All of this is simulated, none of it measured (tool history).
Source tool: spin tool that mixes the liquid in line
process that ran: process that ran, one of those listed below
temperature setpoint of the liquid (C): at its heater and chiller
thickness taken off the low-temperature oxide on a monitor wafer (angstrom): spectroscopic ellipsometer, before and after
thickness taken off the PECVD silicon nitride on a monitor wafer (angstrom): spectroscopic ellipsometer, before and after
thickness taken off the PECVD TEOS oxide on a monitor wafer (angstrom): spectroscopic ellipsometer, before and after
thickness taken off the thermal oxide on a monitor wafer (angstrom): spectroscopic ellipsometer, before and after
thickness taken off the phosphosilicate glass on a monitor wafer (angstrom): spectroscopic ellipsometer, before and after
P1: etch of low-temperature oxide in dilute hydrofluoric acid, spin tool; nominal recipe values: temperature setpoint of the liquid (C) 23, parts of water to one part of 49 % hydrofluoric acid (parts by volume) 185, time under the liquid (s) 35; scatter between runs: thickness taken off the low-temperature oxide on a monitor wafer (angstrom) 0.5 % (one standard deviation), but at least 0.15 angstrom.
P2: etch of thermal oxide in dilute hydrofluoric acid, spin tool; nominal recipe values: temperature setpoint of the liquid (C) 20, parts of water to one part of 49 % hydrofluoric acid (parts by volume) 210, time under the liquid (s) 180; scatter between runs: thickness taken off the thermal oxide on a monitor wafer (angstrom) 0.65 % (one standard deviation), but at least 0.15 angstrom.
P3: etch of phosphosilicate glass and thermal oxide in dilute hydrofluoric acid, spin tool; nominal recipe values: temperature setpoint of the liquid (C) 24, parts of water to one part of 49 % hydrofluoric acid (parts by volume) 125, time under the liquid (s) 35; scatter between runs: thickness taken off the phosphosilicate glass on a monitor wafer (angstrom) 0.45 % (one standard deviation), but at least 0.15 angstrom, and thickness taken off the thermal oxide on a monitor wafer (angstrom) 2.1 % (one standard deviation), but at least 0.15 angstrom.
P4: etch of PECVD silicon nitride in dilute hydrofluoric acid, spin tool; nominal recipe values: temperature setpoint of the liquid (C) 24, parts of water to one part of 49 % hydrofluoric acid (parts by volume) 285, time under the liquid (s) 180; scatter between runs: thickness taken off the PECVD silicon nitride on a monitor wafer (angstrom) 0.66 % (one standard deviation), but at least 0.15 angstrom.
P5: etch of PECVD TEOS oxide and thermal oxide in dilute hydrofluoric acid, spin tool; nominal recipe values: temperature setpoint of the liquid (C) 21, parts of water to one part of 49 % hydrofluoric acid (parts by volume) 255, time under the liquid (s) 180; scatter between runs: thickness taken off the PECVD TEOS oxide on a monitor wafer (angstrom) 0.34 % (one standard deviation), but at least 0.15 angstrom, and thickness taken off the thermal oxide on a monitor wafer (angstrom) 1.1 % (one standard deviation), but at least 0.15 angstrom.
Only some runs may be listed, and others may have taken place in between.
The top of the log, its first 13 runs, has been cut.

| run | hour | process that ran | temperature setpoint of the liquid (C) | parts of water to one part of 49 % hydrofluoric acid (parts by volume) | time under the liquid (s) | hours since the thermometer was replaced | hours since the hydrofluoric acid flow meter was replaced | thickness taken off the low-temperature oxide on a monitor wafer (angstrom) | thickness taken off the PECVD silicon nitride on a monitor wafer (angstrom) | thickness taken off the PECVD TEOS oxide on a monitor wafer (angstrom) | thickness taken off the thermal oxide on a monitor wafer (angstrom) | thickness taken off the phosphosilicate glass on a monitor wafer (angstrom) |
|---|---|---|---|---|---|---|---|---|---|---|---|---|
| 14 | 126.2 | P5 | 21 | 255 | 180 | 2291.7 | 354.8 |  |  | 127.2 | 24.588 |  |
| 15 | 133.3 | P2 | 20 | 210 | 180 | 2298.8 | 361.9 |  |  |  | 31.754 |  |
| 16 | 142.7 | P2 | 28 | 210 | 180 | 2308.2 | 371.3 |  |  |  | 41.799 |  |
|  | 147.8 | hydrofluoric acid flow meter replaced |
| 17 | 150.9 | P1 | 23 | 185 | 35 | 2316.4 | 3.2 | 57.99 |  |  |  |  |
| 18 | 161 | P2 | 20 | 210 | 30 | 2326.5 | 13.3 |  |  |  | 4.8501 |  |
| 19 | 170.3 | P3 | 24 | 220 | 35 | 2335.8 | 22.6 |  |  |  | 6.7065 | 228.61 |
| 20 | 175.8 | P4 | 24 | 515 | 180 | 2341.3 | 28.1 |  | 19.938 |  |  |  |
| 21 | 187.9 | P1 | 23 | 185 | 35 | 2353.4 | 40.2 | 58.006 |  |  |  |  |

Run 22 has not been measured yet. What should we expect?
| 22 | 197.4 | P1 | 18.5 | 185 | 35 | 2362.9 | 49.7 | ? |  |  |  |  |

Run 22 produced thickness taken off the low-temperature oxide on a monitor wafer (angstrom) 49.126.
